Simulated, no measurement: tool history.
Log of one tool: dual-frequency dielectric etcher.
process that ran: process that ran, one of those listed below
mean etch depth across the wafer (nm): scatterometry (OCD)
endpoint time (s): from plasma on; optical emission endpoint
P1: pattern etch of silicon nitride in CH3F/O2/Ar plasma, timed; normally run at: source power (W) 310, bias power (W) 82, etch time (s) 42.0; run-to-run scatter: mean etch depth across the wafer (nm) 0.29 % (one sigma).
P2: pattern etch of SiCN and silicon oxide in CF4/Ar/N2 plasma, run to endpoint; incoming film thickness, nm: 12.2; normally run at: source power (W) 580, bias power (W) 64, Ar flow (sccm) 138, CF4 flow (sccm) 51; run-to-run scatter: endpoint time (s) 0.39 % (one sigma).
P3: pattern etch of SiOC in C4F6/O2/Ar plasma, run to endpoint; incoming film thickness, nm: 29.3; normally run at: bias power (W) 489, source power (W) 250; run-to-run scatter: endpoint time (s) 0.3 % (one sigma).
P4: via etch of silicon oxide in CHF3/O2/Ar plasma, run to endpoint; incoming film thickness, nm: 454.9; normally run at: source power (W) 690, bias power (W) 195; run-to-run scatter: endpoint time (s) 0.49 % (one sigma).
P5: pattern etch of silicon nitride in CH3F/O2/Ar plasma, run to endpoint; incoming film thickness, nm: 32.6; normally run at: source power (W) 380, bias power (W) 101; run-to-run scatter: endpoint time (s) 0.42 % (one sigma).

run,day,process that ran,source power (W),bias power (W),etch time (s),Ar flow (sccm),CF4 flow (sccm),hours since the last wet clean,hours since the last source power generator calibration,hours since the last bias power generator calibration,mean etch depth across the wafer (nm),endpoint time (s)
1,0.450,P1,310,82,42.0,,,124.9,443.8,833.9,27.928,
2,0.858,P5,380,134,,,,134.7,453.6,843.7,,37.6710
3,1.167,P2,580,64,,138,51,142.1,461.0,851.1,,12.6170
4,1.483,P1,310,82,42.0,,,149.7,468.6,858.7,27.738,
5,2.096,P4,690,195,,,,164.4,483.3,873.4,,212.8900
6,2.650,P4,690,150,,,,177.7,496.6,886.7,,230.7200
7,3.046,P1,440,82,42.0,,,187.2,506.1,896.2,31.852,
8,3.383,P3,330,489,,,,195.3,514.2,904.3,,10.5930
9,3.975,P4,690,195,,,,209.5,528.4,918.5,,212.3700
10,4.262,P4,950,195,,,,216.4,535.3,925.4,,187.0700
11,4.729,P2,580,49,,138,51,227.6,546.5,936.6,,13.9040
12,5.192,P5,380,101,,,,238.7,557.6,947.7,,41.6870
13,5.633,P5,210,101,,,,249.3,568.2,958.3,,51.8650
14,6.071,P2,790,64,,138,51,259.8,578.7,968.8,,9.6979
15,6.675,P3,250,598,,,,274.3,593.2,983.3,,10.8260
16,7.000,P1,380,63,42.0,,,282.1,601.0,991.1,27.487,
17,7.292,P1,310,82,42.0,,,289.1,608.0,998.1,27.940,
18,7.850,P1,310,62,42.0,,,302.5,621.4,1011.5,25.206,
19,8.425,P3,250,489,,,,316.3,635.2,1025.3,,11.7370
# day 8.488: bias power generator calibrated
20,8.725,P1,310,82,42.0,,,323.5,642.4,5.8,28.000,
21,9.329,P1,310,82,42.0,,,338.0,656.9,20.3,27.985,
22,9.842,P1,310,82,59.0,,,350.3,669.2,32.6,39.330,
23,10.433,P1,310,106,58.5,,,364.5,683.4,46.8,42.762,
24,10.762,P1,310,82,31.0,,,372.4,691.3,54.7,20.442,
25,11.379,P2,580,64,,138,71,387.2,706.1,69.5,,11.9680
26,11.879,P2,580,64,,110,51,399.2,718.1,81.5,,12.1320
27,12.296,P3,250,489,,,,409.2,728.1,91.5,,11.7570
28,12.688,P1,180,82,42.0,,,418.6,737.5,100.9,22.750,
29,13.058,P1,310,107,42.0,,,427.5,746.4,109.8,30.795,
30,13.596,P1,440,82,60.5,,,440.4,759.3,122.7,45.624,

The next listed run, before its measurement:
31,13.912,P1,310,82,42.0,,,448.0,766.9,130.3,?,

{"run 31": {"mean etch depth across the wafer (nm)": 27.893}}

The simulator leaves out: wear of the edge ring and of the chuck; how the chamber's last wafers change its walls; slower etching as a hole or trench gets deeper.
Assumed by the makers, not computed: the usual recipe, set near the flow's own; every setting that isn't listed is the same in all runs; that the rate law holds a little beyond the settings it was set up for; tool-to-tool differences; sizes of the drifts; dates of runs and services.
